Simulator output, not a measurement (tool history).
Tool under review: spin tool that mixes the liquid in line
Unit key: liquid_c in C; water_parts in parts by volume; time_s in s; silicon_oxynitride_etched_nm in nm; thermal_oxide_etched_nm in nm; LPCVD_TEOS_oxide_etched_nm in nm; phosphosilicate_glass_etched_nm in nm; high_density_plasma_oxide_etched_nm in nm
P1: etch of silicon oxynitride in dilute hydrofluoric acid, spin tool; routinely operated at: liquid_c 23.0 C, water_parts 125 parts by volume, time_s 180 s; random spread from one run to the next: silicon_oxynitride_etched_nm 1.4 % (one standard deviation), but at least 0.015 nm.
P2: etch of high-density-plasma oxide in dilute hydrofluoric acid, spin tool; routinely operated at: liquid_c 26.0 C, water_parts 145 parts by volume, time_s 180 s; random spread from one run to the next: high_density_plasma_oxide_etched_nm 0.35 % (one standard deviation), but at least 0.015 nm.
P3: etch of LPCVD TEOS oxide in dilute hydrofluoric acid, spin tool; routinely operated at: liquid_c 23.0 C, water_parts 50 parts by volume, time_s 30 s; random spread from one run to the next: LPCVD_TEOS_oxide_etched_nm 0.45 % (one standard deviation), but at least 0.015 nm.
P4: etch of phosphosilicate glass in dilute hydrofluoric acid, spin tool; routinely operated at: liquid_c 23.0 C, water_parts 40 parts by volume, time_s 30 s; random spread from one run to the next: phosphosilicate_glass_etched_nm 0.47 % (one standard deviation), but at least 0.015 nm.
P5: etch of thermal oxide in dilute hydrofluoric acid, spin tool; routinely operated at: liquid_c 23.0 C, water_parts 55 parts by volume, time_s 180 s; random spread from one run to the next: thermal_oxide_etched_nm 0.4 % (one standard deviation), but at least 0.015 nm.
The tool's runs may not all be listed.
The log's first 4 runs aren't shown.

run   hour  process  liquid_c  water_parts  time_s  hours since the thermometer was replaced  hours since the hydrofluoric acid flow meter was replaced  silicon_oxynitride_etched_nm  thermal_oxide_etched_nm  LPCVD_TEOS_oxide_etched_nm  phosphosilicate_glass_etched_nm  high_density_plasma_oxide_etched_nm
  5   28.8       P3      23.0           25      30                                     512.3                                                      277.6                                                                             65.876
  6   36.0       P4      23.0           40      30                                     519.5                                                      284.8                                                                                                             159.820
  7   44.6       P2      33.5          145     180                                     528.1                                                      293.4                                                                                                                                                  9.95050
  8   51.6       P1      23.0          125     180                                     535.1                                                      300.4                       1.98730
  9   56.0       P1      23.0          125     180                                     539.5                                                      304.8                       1.95550
 10   61.8       P2      26.0          200     180                                     545.3                                                      310.6                                                                                                                                                  5.16950
      62.6  -- hydrofluoric acid flow meter replaced
 11   70.8       P2      26.0          145      15                                     554.3                                                        8.3                                                                                                                                                  0.62388
 12   79.2       P1      23.0          125     180                                     562.7                                                       16.7                       1.99300
 13   86.6       P3      23.0           50      30                                     570.1                                                       24.1                                                                             32.038
 14   93.6       P1      23.0          125     180                                     577.1                                                       31.1                       2.01570
 15   98.2       P1      23.0           70     180                                     581.7                                                       35.7                       3.71510
 16  104.2       P2      26.0          145     180                                     587.7                                                       41.7                                                                                                                                                  7.60810
 17  112.3       P4      23.0           40      15                                     595.8                                                       49.8                                                                                                              78.801
 18  120.6       P1      26.5           40     180                                     604.1                                                       58.1                       7.81580
 19  128.9       P5      23.0           55     180                                     612.4                                                       66.4                                                 15.237
 20  134.0       P1      23.0          125     290                                     617.5                                                       71.5                       3.19990
 21  139.4       P1      17.5          125     180                                     622.9                                                       76.9                       1.51960
 22  144.7       P3      23.0           50      55                                     628.2                                                       82.2                                                                             59.261
 23  149.3       P5      23.0           55     340                                     632.8                                                       86.8                                                 28.835
 24  156.7       P1      28.0          125     180                                     640.2                                                       94.2                       2.48260

Run 25, settings as shown, results not yet in. Your forecast:
 25  164.4       P4      23.0           55      30                                     647.9                                                      101.9                                                                                                                   ?

phosphosilicate_glass_etched_nm: 113.180 nm
